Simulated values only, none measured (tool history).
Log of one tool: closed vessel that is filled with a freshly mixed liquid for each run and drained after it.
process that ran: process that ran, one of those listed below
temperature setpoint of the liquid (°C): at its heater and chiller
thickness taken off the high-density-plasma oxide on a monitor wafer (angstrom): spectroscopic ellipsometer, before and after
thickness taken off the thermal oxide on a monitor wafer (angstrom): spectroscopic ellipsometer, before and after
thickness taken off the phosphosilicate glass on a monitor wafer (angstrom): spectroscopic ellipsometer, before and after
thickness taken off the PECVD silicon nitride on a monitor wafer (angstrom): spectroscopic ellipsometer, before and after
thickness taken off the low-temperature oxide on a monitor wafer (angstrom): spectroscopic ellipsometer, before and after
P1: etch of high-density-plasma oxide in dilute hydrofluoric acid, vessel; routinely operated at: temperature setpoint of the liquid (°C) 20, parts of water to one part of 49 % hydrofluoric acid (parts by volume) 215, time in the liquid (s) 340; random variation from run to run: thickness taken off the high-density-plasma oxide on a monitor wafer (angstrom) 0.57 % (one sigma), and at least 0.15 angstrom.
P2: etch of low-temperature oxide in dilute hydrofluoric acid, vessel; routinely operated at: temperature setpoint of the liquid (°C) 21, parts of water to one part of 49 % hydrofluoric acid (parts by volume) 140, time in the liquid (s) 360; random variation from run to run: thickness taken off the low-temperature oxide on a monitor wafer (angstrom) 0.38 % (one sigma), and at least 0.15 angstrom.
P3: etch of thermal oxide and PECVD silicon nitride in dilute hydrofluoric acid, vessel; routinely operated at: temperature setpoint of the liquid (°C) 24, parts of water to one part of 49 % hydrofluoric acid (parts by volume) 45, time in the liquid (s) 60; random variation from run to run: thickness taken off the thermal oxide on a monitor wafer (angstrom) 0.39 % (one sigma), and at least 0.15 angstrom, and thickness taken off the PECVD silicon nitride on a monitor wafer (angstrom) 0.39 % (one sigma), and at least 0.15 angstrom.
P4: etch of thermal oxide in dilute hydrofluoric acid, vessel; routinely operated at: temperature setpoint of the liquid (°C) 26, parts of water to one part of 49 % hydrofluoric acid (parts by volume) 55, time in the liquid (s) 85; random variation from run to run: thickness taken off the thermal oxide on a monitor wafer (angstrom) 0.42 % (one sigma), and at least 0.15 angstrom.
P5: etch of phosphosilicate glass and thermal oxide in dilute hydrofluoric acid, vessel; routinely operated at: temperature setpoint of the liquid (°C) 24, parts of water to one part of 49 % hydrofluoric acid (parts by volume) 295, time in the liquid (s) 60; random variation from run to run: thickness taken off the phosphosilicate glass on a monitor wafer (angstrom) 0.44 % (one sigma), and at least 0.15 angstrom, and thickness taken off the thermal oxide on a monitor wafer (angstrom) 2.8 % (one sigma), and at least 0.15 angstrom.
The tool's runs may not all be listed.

| run | day | process that ran | temperature setpoint of the liquid (°C) | parts of water to one part of 49 % hydrofluoric acid (parts by volume) | time in the liquid (s) | hours since the thermometer was replaced | hours since the hydrofluoric acid flow meter was replaced | thickness taken off the high-density-plasma oxide on a monitor wafer (angstrom) | thickness taken off the thermal oxide on a monitor wafer (angstrom) | thickness taken off the phosphosilicate glass on a monitor wafer (angstrom) | thickness taken off the PECVD silicon nitride on a monitor wafer (angstrom) | thickness taken off the low-temperature oxide on a monitor wafer (angstrom) |
|---|---|---|---|---|---|---|---|---|---|---|---|---|
| 1 | 0.367 | P1 | 20 | 215 | 340 | 1556 | 559.6 | 58.681 |  |  |  |  |
| 2 | 0.912 | P1 | 20 | 215 | 340 | 1569.1 | 572.7 | 58.95 |  |  |  |  |
| 3 | 1.283 | P1 | 24 | 215 | 340 | 1578 | 581.6 | 68.638 |  |  |  |  |
| 4 | 1.746 | P1 | 17 | 215 | 340 | 1589.1 | 592.7 | 52.376 |  |  |  |  |
| 5 | 2.288 | P1 | 20 | 65 | 340 | 1602.1 | 605.7 | 229.23 |  |  |  |  |
| 6 | 2.638 | P4 | 26 | 20 | 85 | 1610.5 | 614.1 |  | 244.41 |  |  |  |
| 7 | 3.225 | P5 | 24 | 295 | 30 | 1624.6 | 628.2 |  | 3.8618 | 167.91 |  |  |
| 8 | 3.692 | P5 | 24 | 505 | 60 | 1635.8 | 639.4 |  | 3.4929 | 163.75 |  |  |
| 9 | 4.408 | P1 | 20 | 105 | 605 | 1653 | 656.6 | 243.02 |  |  |  |  |
| 10 | 4.933 | P5 | 24 | 295 | 60 | 1665.6 | 669.2 |  | 7.6033 | 336.93 |  |  |
| 11 | 5.625 | P3 | 24 | 45 | 30 | 1682.2 | 685.8 |  | 36.061 |  | 29.086 |  |
| 12 | 6.225 | P1 | 20 | 215 | 340 | 1696.6 | 700.2 | 59.027 |  |  |  |  |
| 13 | 6.704 | P1 | 20 | 215 | 340 | 1708.1 | 711.7 | 59.426 |  |  |  |  |
| 14 | 7.304 | P4 | 26 | 55 | 85 | 1722.5 | 726.1 |  | 85.066 |  |  |  |
| 15 | 7.875 | P2 | 21 | 140 | 360 | 1736.2 | 739.8 |  |  |  |  | 429.11 |
| 16 | 8.296 | P3 | 24 | 45 | 60 | 1746.3 | 749.9 |  | 72.336 |  | 58.293 |  |
| 17 | 8.938 | P2 | 21 | 70 | 360 | 1761.7 | 765.3 |  |  |  |  | 937.38 |
| 18 | 9.612 | P5 | 24 | 295 | 60 | 1777.9 | 781.5 |  | 8.2039 | 336.58 |  |  |
| 19 | 9.925 | P2 | 28 | 140 | 360 | 1785.4 | 789 |  |  |  |  | 564.3 |
| 20 | 10.354 | P1 | 20 | 215 | 495 | 1795.7 | 799.3 | 85.817 |  |  |  |  |
| 21 | 11.046 | P4 | 30.5 | 55 | 85 | 1812.3 | 815.9 |  | 101.3 |  |  |  |
| 22 | 11.708 | P1 | 20 | 395 | 340 | 1828.2 | 831.8 | 27.519 |  |  |  |  |
| 23 | 12.358 | P4 | 26 | 55 | 85 | 1843.8 | 847.4 |  | 85.169 |  |  |  |
| 24 | 12.862 | P3 | 24 | 60 | 60 | 1855.9 | 859.5 |  | 52.934 |  | 43.45 |  |
| 25 | 13.325 | P1 | 20 | 215 | 165 | 1867 | 870.6 | 28.816 |  |  |  |  |
|  | 13.383 | thermometer replaced |
| 26 | 13.938 | P1 | 20 | 215 | 340 | 13.4 | 885.3 | 60.103 |  |  |  |  |
| 27 | 14.558 | P3 | 18.5 | 45 | 60 | 28.3 | 900.2 |  | 57.395 |  | 39.444 |  |
| 28 | 15.154 | P1 | 20 | 50 | 610 | 42.6 | 914.5 | 546.78 |  |  |  |  |
| 29 | 15.7 | P5 | 30 | 295 | 60 | 55.7 | 927.6 |  | 9.6022 | 410.9 |  |  |
| 30 | 16.021 | P2 | 21 | 140 | 360 | 63.4 | 935.3 |  |  |  |  | 432.19 |
| 31 | 16.533 | P4 | 26 | 55 | 135 | 75.7 | 947.6 |  | 134.41 |  |  |  |
| 32 | 16.9 | P2 | 21 | 140 | 30 | 84.5 | 956.4 |  |  |  |  | 35.849 |
| 33 | 17.246 | P3 | 24 | 45 | 60 | 92.8 | 964.7 |  | 72.562 |  | 57.974 |  |
| 34 | 17.738 | P1 | 20 | 215 | 340 | 104.6 | 976.5 | 59.801 |  |  |  |  |
| 35 | 18.262 | P1 | 20 | 215 | 340 | 117.2 | 989.1 | 57.548 |  |  |  |  |
| 36 | 18.871 | P1 | 20 | 215 | 340 | 131.8 | 1003.7 | 56.753 |  |  |  |  |
| 37 | 19.471 | P1 | 20 | 215 | 340 | 146.2 | 1018.1 | 55.869 |  |  |  |  |
| 38 | 20.038 | P1 | 20 | 215 | 340 | 159.8 | 1031.7 | 55.914 |  |  |  |  |
| 39 | 20.479 | P1 | 20 | 215 | 340 | 170.4 | 1042.3 | 55.841 |  |  |  |  |
| 40 | 21.108 | P1 | 20 | 215 | 340 | 185.5 | 1057.4 | 55.691 |  |  |  |  |
| 41 | 21.583 | P1 | 20 | 215 | 340 | 196.9 | 1068.8 | 56.14 |  |  |  |  |

P1 has crept away from where it was. The log is fitted equally well by each of these 2 causes, at the sizes shown:
A: liquid colder than its thermometer reads (K) = 1.61
B: hydrofluoric acid flow below the setpoint (%) = 5
Creep in the process output first set in at about day 17.738.

Of the 4 check runs listed below, each run on one wafer and each result written as a question mark, which would let you distinguish the listed causes because they would give clearly different results?
| check 1 | 22.058 | P3 | 24 | 45 | 60 |  |  |  | ? |  | ? |  |
| check 2 | 22.058 | P5 | 24 | 295 | 60 |  |  |  | ? | ? |  |  |
| check 3 | 22.058 | P2 | 21 | 140 | 360 |  |  |  |  |  |  | ? |
| check 4 | 22.058 | P4 | 26 | 55 | 85 |  |  |  | ? |  |  |  |

Check results expected under each cause:
| check | result | if A | if B |
|---|---|---|---|
| check 1 | thickness taken off the thermal oxide on a monitor wafer (angstrom) | 67.386 | 68.231 |
| check 1 | thickness taken off the PECVD silicon nitride on a monitor wafer (angstrom) | 51.92 | 55.094 |
| check 2 | thickness taken off the thermal oxide on a monitor wafer (angstrom) | 7.2337 | 7.1637 |
| check 2 | thickness taken off the phosphosilicate glass on a monitor wafer (angstrom) | 318.94 | 315.85 |
| check 3 | thickness taken off the low-temperature oxide on a monitor wafer (angstrom) | 404.22 | 406.29 |
| check 4 | thickness taken off the thermal oxide on a monitor wafer (angstrom) | 79.513 | 80.325 |
Per check, the gap between the least separated pair of causes, taken in the result that splits them most: check 1 5.93 %; check 2 0.97 %; check 3 0.51 %; check 4 1.02 %
The other checks would show nearly matching results whichever cause is true, so check 1 is the only one that separates the causes.

Here is what check 1 returned: thickness taken off the thermal oxide on a monitor wafer (angstrom) 68.249; thickness taken off the PECVD silicon nitride on a monitor wafer (angstrom) 55.497. Which cause is it?

Of the candidate causes, it is B: hydrofluoric acid flow below the setpoint (%).
